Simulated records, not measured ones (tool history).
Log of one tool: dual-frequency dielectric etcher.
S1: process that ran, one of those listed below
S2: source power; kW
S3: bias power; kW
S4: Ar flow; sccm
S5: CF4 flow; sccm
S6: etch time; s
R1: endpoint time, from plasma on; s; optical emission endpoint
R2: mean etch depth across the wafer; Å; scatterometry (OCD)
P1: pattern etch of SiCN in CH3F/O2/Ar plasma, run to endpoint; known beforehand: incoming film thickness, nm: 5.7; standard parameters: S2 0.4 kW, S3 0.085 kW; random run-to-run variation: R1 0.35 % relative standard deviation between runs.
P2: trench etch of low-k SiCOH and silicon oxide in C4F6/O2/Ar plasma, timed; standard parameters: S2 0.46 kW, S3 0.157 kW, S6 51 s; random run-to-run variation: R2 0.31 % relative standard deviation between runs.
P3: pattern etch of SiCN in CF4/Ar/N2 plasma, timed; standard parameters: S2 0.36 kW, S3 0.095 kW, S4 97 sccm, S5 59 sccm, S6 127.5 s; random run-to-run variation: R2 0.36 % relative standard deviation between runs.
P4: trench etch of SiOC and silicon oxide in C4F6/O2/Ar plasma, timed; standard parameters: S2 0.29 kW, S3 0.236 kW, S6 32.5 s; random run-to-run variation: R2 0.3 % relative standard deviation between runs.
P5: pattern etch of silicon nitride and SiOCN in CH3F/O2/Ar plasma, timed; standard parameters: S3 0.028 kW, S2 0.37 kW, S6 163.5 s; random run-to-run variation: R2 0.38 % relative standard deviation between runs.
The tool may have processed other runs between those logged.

Run 1, hour 15.8: S1 P1, S2 0.4 kW, S3 0.085 kW. Result: R1 14.196 s.
Run 2, hour 29.1: S1 P1, S2 0.4 kW, S3 0.085 kW. Result: R1 14.172 s.
Run 3, hour 46.7: S1 P1, S2 0.27 kW, S3 0.108 kW. Result: R1 15.081 s.
Run 4, hour 59: S1 P3, S2 0.46 kW, S3 0.095 kW, S4 97 sccm, S5 59 sccm, S6 127.5 s. Result: R2 1212.3 Å.
Run 5, hour 77.6: S1 P5, S2 0.37 kW, S3 0.019 kW, S6 163.5 s. Result: R2 193.44 Å.
Run 6, hour 92.2: S1 P3, S2 0.36 kW, S3 0.095 kW, S4 97 sccm, S5 59 sccm, S6 127.5 s. Result: R2 982.51 Å.
Run 7, hour 109.5: S1 P1, S2 0.54 kW, S3 0.052 kW. Result: R1 14.948 s.
Run 8, hour 121.8: S1 P4, S2 0.29 kW, S3 0.283 kW, S6 32.5 s. Result: R2 675.71 Å.
Run 9, hour 135.3: S1 P4, S2 0.29 kW, S3 0.236 kW, S6 32.5 s. Result: R2 631.19 Å.
Run 10, hour 148.5: S1 P1, S2 0.4 kW, S3 0.085 kW. Result: R1 14.124 s.
Run 11, hour 163.1: S1 P2, S2 0.46 kW, S3 0.121 kW, S6 51 s. Result: R2 1575.5 Å.
Run 12, hour 172.7: S1 P2, S2 0.61 kW, S3 0.157 kW, S6 51 s. Result: R2 1913.8 Å.
Run 13, hour 187: S1 P4, S2 0.29 kW, S3 0.236 kW, S6 25 s. Result: R2 486.44 Å.
Run 14, hour 201.4: S1 P3, S2 0.36 kW, S3 0.095 kW, S4 64 sccm, S5 59 sccm, S6 127.5 s. Result: R2 1043.6 Å.
Run 15, hour 212.4: S1 P1, S2 0.4 kW, S3 0.051 kW. Result: R1 16.977 s.
Run 16, hour 228.9: S1 P1, S2 0.4 kW, S3 0.085 kW. Result: R1 14.247 s.
Run 17, hour 241.4: S1 P2, S2 0.46 kW, S3 0.157 kW, S6 51 s. Result: R2 1700.5 Å.
Run 18, hour 254.9: S1 P1, S2 0.4 kW, S3 0.085 kW. Result: R1 14.223 s.
Run 19, hour 268.3: S1 P3, S2 0.36 kW, S3 0.075 kW, S4 97 sccm, S5 59 sccm, S6 127.5 s. Result: R2 904.61 Å.
Run 20, hour 284.9: S1 P3, S2 0.36 kW, S3 0.095 kW, S4 97 sccm, S5 41 sccm, S6 127.5 s. Result: R2 930.65 Å.
Run 21, hour 297.6: S1 P4, S2 0.4 kW, S3 0.236 kW, S6 32.5 s. Result: R2 714.19 Å.
Run 22, hour 314.2: S1 P3, S2 0.36 kW, S3 0.095 kW, S4 97 sccm, S5 59 sccm, S6 76 s. Result: R2 587.74 Å.
Run 23, hour 327: S1 P1, S2 0.51 kW, S3 0.068 kW. Result: R1 14.028 s.
Run 24, hour 345.9: S1 P1, S2 0.49 kW, S3 0.085 kW. Result: R1 13.193 s.
Run 25, hour 362.2: S1 P2, S2 0.46 kW, S3 0.157 kW, S6 36.5 s. Result: R2 1218.7 Å.
At hour 366: source power generator calibrated.
Run 26, hour 381.1: S1 P1, S2 0.32 kW, S3 0.085 kW. Result: R1 15.395 s.
Run 27, hour 398.8: S1 P5, S2 0.23 kW, S3 0.028 kW, S6 163.5 s. Result: R2 196.39 Å.
Run 28, hour 409.7: S1 P5, S2 0.37 kW, S3 0.028 kW, S6 163.5 s. Result: R2 231.68 Å.
Run 29, hour 421.8: S1 P1, S2 0.4 kW, S3 0.085 kW. Result: R1 14.154 s.
Run 30, hour 435: S1 P1, S2 0.4 kW, S3 0.104 kW. Result: R1 13.168 s.
Run 31, hour 449.6: S1 P5, S2 0.37 kW, S3 0.028 kW, S6 163.5 s. Result: R2 231.54 Å.
Run 32, hour 468.2: S1 P5, S2 0.37 kW, S3 0.028 kW, S6 219.5 s. Result: R2 310.17 Å.
Run 33, hour 486.3: S1 P4, S2 0.29 kW, S3 0.236 kW, S6 32.5 s. Result: R2 632.19 Å.
Run 34, hour 505.6: S1 P1, S2 0.4 kW, S3 0.085 kW. Result: R1 14.213 s.
Run 35, hour 515.7: S1 P1, S2 0.4 kW, S3 0.085 kW. Result: R1 14.244 s.
Run 36, hour 531.2: S1 P1, S2 0.4 kW, S3 0.085 kW. Result: R1 14.364 s.
Run 37, hour 543.9: S1 P1, S2 0.4 kW, S3 0.085 kW. Result: R1 14.416 s.
Run 38, hour 561.8: S1 P1, S2 0.4 kW, S3 0.085 kW. Result: R1 14.4 s.
Run 39, hour 573.1: S1 P1, S2 0.4 kW, S3 0.085 kW. Result: R1 14.469 s.
Run 40, hour 587.3: S1 P1, S2 0.4 kW, S3 0.085 kW. Result: R1 14.434 s.
Run 41, hour 596.3: S1 P1, S2 0.4 kW, S3 0.085 kW. Result: R1 14.364 s.
At hour 599.7: wet clean of the chamber.
Run 42, hour 606.9: S1 P1, S2 0.4 kW, S3 0.085 kW. Result: R1 14.397 s.
Run 43, hour 623.1: S1 P1, S2 0.4 kW, S3 0.085 kW. Result: R1 14.514 s.
Run 44, hour 635.7: S1 P1, S2 0.4 kW, S3 0.085 kW. Result: R1 14.42 s.
Run 45, hour 648.9: S1 P1, S2 0.4 kW, S3 0.085 kW. Result: R1 14.353 s.

What P1 gives has crept off from where it sat before. The 2 causes that follow fit the log equally well, each at the size noted:
A: source power that arrives under what is set, % = 4.61
B: bias power that arrives under what is set, % = 4.71
The creep began at about hour 505.6.
Other possible causes, and why each is ruled out:
chamber walls in a state that lowers the etch rate, %: serviced at hour 599.7, which brought nothing back

The list below offers 4 check runs, each averaging the results of 2 wafers, and shows each result as a question mark. For which of them would the listed causes give clearly different results?
Run check 1, hour 662.1: S1 P2, S2 0.46 kW, S3 0.157 kW, S6 51 s. Result: R2 ?.
Run check 2, hour 662.1: S1 P4, S2 0.29 kW, S3 0.236 kW, S6 32.5 s. Result: R2 ?.
Run check 3, hour 662.1: S1 P3, S2 0.36 kW, S3 0.095 kW, S4 97 sccm, S5 59 sccm, S6 127.5 s. Result: R2 ?.
Run check 4, hour 662.1: S1 P5, S2 0.37 kW, S3 0.028 kW, S6 163.5 s. Result: R2 ?.

Predicted outcomes, by check and by cause:
  check  result    if A    if B
check 1      R2  1668.4  1675.2
check 2      R2  620.88  621.84
check 3      R2  945.61  967.43
check 4      R2  227.72  226.26
Distance between the nearest two causes, measured in the result of the check that separates them most: check 1 0.41 %; check 2 0.15 %; check 3 2.28 %; check 4 0.64 %
Check 3 tells the causes apart: in the others they would give nearly the same result.

After running check 3, the following was obtained: R2 942.79 Å. Which cause does this point to?

It was cause A: source power that arrives under what is set, %.
